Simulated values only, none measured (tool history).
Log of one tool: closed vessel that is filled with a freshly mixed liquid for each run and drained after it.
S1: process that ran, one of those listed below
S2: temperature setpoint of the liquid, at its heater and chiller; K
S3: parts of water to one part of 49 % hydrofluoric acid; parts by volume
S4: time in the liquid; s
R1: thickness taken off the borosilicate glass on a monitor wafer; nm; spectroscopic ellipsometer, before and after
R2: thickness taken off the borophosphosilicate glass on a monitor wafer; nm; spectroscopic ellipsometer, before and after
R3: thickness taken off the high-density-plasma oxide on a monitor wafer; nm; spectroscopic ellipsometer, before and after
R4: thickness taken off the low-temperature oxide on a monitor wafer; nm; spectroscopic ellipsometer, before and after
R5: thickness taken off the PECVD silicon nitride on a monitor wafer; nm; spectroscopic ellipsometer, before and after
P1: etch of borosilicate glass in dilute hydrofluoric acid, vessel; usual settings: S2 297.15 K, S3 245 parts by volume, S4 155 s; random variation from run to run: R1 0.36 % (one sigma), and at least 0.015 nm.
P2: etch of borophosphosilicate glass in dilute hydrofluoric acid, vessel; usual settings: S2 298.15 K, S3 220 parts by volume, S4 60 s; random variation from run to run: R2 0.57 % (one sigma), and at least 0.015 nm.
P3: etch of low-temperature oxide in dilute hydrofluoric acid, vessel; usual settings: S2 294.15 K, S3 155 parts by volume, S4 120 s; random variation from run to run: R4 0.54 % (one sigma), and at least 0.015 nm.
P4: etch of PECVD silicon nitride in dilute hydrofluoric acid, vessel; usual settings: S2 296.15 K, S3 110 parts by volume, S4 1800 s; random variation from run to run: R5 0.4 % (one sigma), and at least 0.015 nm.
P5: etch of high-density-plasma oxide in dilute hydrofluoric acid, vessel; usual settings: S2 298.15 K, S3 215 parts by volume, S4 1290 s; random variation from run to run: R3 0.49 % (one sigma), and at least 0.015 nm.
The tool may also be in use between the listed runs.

| run | hour | S1 | S2 | S3 | S4 | R1 | R2 | R3 | R4 | R5 |
|---|---|---|---|---|---|---|---|---|---|---|
| 1 | 4.6 | P1 | 297.15 | 245 | 155 | 14.6880 |  |  |  |  |
| 2 | 10.6 | P2 | 298.15 | 220 | 120 |  | 19.3790 |  |  |  |
| 3 | 18.1 | P5 | 298.15 | 215 | 1290 |  |  | 34.401 |  |  |
| 4 | 25.8 | P1 | 293.15 | 245 | 30 | 2.4558 |  |  |  |  |
| 5 | 34.5 | P1 | 297.15 | 420 | 155 | 7.2659 |  |  |  |  |
| 6 | 41.8 | P2 | 298.15 | 340 | 60 |  | 5.6665 |  |  |  |
| 7 | 47.4 | P1 | 297.15 | 245 | 270 | 25.7190 |  |  |  |  |
| 8 | 52.1 | P1 | 292.15 | 130 | 155 | 25.9080 |  |  |  |  |
| 9 | 58.6 | P3 | 294.15 | 155 | 120 |  |  |  | 17.9900 |  |
| 10 | 65.5 | P4 | 296.15 | 110 | 3465 |  |  |  |  | 47.750 |
| 11 | 73.6 | P5 | 305.15 | 215 | 1290 |  |  | 44.344 |  |  |
| 12 | 78.3 | P1 | 297.15 | 245 | 50 | 4.7204 |  |  |  |  |
| 13 | 86.7 | P1 | 297.15 | 245 | 155 | 14.6660 |  |  |  |  |
| 14 | 93.5 | P1 | 297.15 | 245 | 155 | 14.6720 |  |  |  |  |
| 15 | 99.4 | P1 | 290.15 | 245 | 155 | 11.3310 |  |  |  |  |
| 16 | 103.5 | P5 | 298.15 | 215 | 1290 |  |  | 34.413 |  |  |
| 17 | 109.5 | P3 | 290.15 | 155 | 120 |  |  |  | 15.4430 |  |
| 18 | 118.2 | P3 | 294.15 | 155 | 200 |  |  |  | 29.7630 |  |
| 19 | 123.5 | P1 | 297.15 | 245 | 155 | 14.7810 |  |  |  |  |
| 20 | 131.0 | P1 | 297.15 | 245 | 155 | 14.6940 |  |  |  |  |
| 21 | 139.6 | P5 | 298.15 | 215 | 2310 |  |  | 62.229 |  |  |
| 22 | 144.2 | P4 | 296.15 | 110 | 1800 |  |  |  |  | 24.724 |
| 23 | 148.7 | P5 | 298.15 | 325 | 1290 |  |  | 20.541 |  |  |
| 24 | 152.6 | P2 | 298.15 | 220 | 60 |  | 9.7337 |  |  |  |
| 25 | 158.8 | P1 | 301.15 | 245 | 155 | 16.8550 |  |  |  |  |
| 26 | 167.1 | P2 | 292.65 | 220 | 60 |  | 7.9506 |  |  |  |
| 27 | 173.7 | P1 | 297.15 | 85 | 155 | 50.9720 |  |  |  |  |
| 28 | 178.8 | P4 | 290.15 | 110 | 1800 |  |  |  |  | 16.422 |
| 29 | 185.6 | P3 | 294.15 | 290 | 120 |  |  |  | 8.3787 |  |
| 30 | 191.5 | P4 | 296.15 | 160 | 1800 |  |  |  |  | 17.134 |
| 31 | 196.5 | P1 | 290.15 | 245 | 30 | 2.2249 |  |  |  |  |
| 32 | 200.7 | P1 | 297.15 | 245 | 155 | 14.7370 |  |  |  |  |
| 33 | 208.7 | P1 | 297.15 | 245 | 155 | 15.3140 |  |  |  |  |
| 34 | 216.7 | P1 | 297.15 | 245 | 155 | 15.6110 |  |  |  |  |
| 35 | 223.4 | P1 | 297.15 | 245 | 155 | 15.7470 |  |  |  |  |
| 36 | 231.4 | P1 | 297.15 | 245 | 155 | 15.8530 |  |  |  |  |
| 37 | 238.1 | P1 | 297.15 | 245 | 155 | 15.8900 |  |  |  |  |
| 38 | 247.1 | P1 | 297.15 | 245 | 155 | 16.0440 |  |  |  |  |

What P1 gives has crept away from where it was. These 2 causes fit the log equally well, each at the size given:
A: liquid hotter than its thermometer reads (K) = 2.25
B: hydrofluoric acid flow above the setpoint (%) = 6.59
The creep began at about hour 200.7.

4 check runs are offered, one wafer each, their results left as question marks. Which one tells the causes apart?
| check 1 | 256.1 | P4 | 290.15 | 110 | 1800 |  |  |  |  | ? |
| check 2 | 256.1 | P2 | 298.15 | 340 | 105 |  | ? |  |  |  |
| check 3 | 256.1 | P3 | 290.15 | 255 | 120 |  |  |  | ? |  |
| check 4 | 256.1 | P5 | 298.15 | 285 | 1825 |  |  | ? |  |  |

What each check would give under each cause:
| check | result | if A | if B |
|---|---|---|---|
| check 1 | R5 | 19.249 | 17.536 |
| check 2 | R2 | 10.5400 | 10.6440 |
| check 3 | R4 | 9.2837 | 9.2058 |
| check 4 | R3 | 37.151 | 37.334 |
How far apart the two closest causes lie, in the result that separates them most: check 1 9.32 %; check 2 0.99 %; check 3 0.84 %; check 4 0.49 %
Only check 1 tells the causes apart: in the others they would give nearly the same result.

Then check 1 was run and gave: R5 17.435 nm. Which cause is it?

It is B: hydrofluoric acid flow above the setpoint (%).
